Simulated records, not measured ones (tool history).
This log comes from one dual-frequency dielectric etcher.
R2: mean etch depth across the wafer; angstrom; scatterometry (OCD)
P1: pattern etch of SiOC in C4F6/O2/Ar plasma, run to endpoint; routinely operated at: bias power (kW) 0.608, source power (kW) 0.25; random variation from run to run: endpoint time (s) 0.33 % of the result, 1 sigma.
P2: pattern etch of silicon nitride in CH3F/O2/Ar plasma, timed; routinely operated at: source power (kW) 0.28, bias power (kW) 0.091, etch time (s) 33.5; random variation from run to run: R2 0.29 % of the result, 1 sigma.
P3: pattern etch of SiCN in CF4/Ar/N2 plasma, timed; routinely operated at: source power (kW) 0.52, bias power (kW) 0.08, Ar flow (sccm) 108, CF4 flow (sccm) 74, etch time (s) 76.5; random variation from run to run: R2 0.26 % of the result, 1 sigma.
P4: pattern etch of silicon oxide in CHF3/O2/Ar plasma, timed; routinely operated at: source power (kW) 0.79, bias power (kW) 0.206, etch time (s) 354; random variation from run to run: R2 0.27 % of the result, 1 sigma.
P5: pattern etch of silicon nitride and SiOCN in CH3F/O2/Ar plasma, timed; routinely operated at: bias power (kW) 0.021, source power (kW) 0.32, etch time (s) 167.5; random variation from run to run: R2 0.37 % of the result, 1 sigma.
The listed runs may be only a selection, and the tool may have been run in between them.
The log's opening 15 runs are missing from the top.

Run 16, day 3.7: process that ran P1, bias power (kW) 0.608, source power (kW) 0.25. Result: endpoint time (s) 14.73.
Run 17, day 3.996: process that ran P5, bias power (kW) 0.021, source power (kW) 0.32, etch time (s) 167.5. Result: R2 198.15 angstrom.
Run 18, day 4.229: process that ran P5, bias power (kW) 0.016, source power (kW) 0.32, etch time (s) 167.5. Result: R2 175.84 angstrom.
Run 19, day 4.542: process that ran P1, bias power (kW) 0.608, source power (kW) 0.33. Result: endpoint time (s) 13.287.
Run 20, day 4.862: process that ran P1, bias power (kW) 0.772, source power (kW) 0.3. Result: endpoint time (s) 12.547.
Run 21, day 5.046: process that ran P3, bias power (kW) 0.08, source power (kW) 0.52, etch time (s) 76.5, Ar flow (sccm) 108, CF4 flow (sccm) 74. Result: R2 757.58 angstrom.
Run 22, day 5.288: process that ran P4, bias power (kW) 0.206, source power (kW) 1.08, etch time (s) 354. Result: R2 9122.2 angstrom.
Run 23, day 5.608: process that ran P2, bias power (kW) 0.091, source power (kW) 0.38, etch time (s) 33.5. Result: R2 239.3 angstrom.
Run 24, day 5.746: process that ran P5, bias power (kW) 0.021, source power (kW) 0.21, etch time (s) 167.5. Result: R2 172.14 angstrom.
Run 25, day 5.925: process that ran P2, bias power (kW) 0.119, source power (kW) 0.28, etch time (s) 33.5. Result: R2 238.45 angstrom.
Run 26, day 6.129: process that ran P1, bias power (kW) 0.608, source power (kW) 0.18. Result: endpoint time (s) 16.618.
Run 27, day 6.338: process that ran P2, bias power (kW) 0.091, source power (kW) 0.28, etch time (s) 33.5. Result: R2 214.15 angstrom.
Run 28, day 6.617: process that ran P1, bias power (kW) 0.734, source power (kW) 0.32. Result: endpoint time (s) 12.485.
Run 29, day 6.85: process that ran P1, bias power (kW) 0.608, source power (kW) 0.25. Result: endpoint time (s) 14.743.
Run 30, day 7.062: process that ran P4, bias power (kW) 0.206, source power (kW) 0.79, etch time (s) 354. Result: R2 8100.7 angstrom.
Run 31, day 7.267: process that ran P3, bias power (kW) 0.08, source power (kW) 0.52, etch time (s) 76.5, Ar flow (sccm) 108, CF4 flow (sccm) 90. Result: R2 781.4 angstrom.
Run 32, day 7.588: process that ran P1, bias power (kW) 0.608, source power (kW) 0.25. Result: endpoint time (s) 14.835.
Run 33, day 7.812: process that ran P1, bias power (kW) 0.608, source power (kW) 0.25. Result: endpoint time (s) 14.604.
Run 34, day 8.067: process that ran P1, bias power (kW) 0.608, source power (kW) 0.25. Result: endpoint time (s) 14.604.
Run 35, day 8.338: process that ran P1, bias power (kW) 0.608, source power (kW) 0.25. Result: endpoint time (s) 14.523.
Run 36, day 8.642: process that ran P1, bias power (kW) 0.608, source power (kW) 0.25. Result: endpoint time (s) 14.519.
At day 8.867: wet clean of the chamber.
Run 37, day 8.875: process that ran P1, bias power (kW) 0.608, source power (kW) 0.25. Result: endpoint time (s) 14.55.
Run 38, day 9.183: process that ran P1, bias power (kW) 0.608, source power (kW) 0.25. Result: endpoint time (s) 14.476.

What does the tool deliver on the next run?
Run 39, day 9.488: process that ran P1, bias power (kW) 0.608, source power (kW) 0.25. Result: endpoint time (s) ?.

endpoint time (s): 14.539
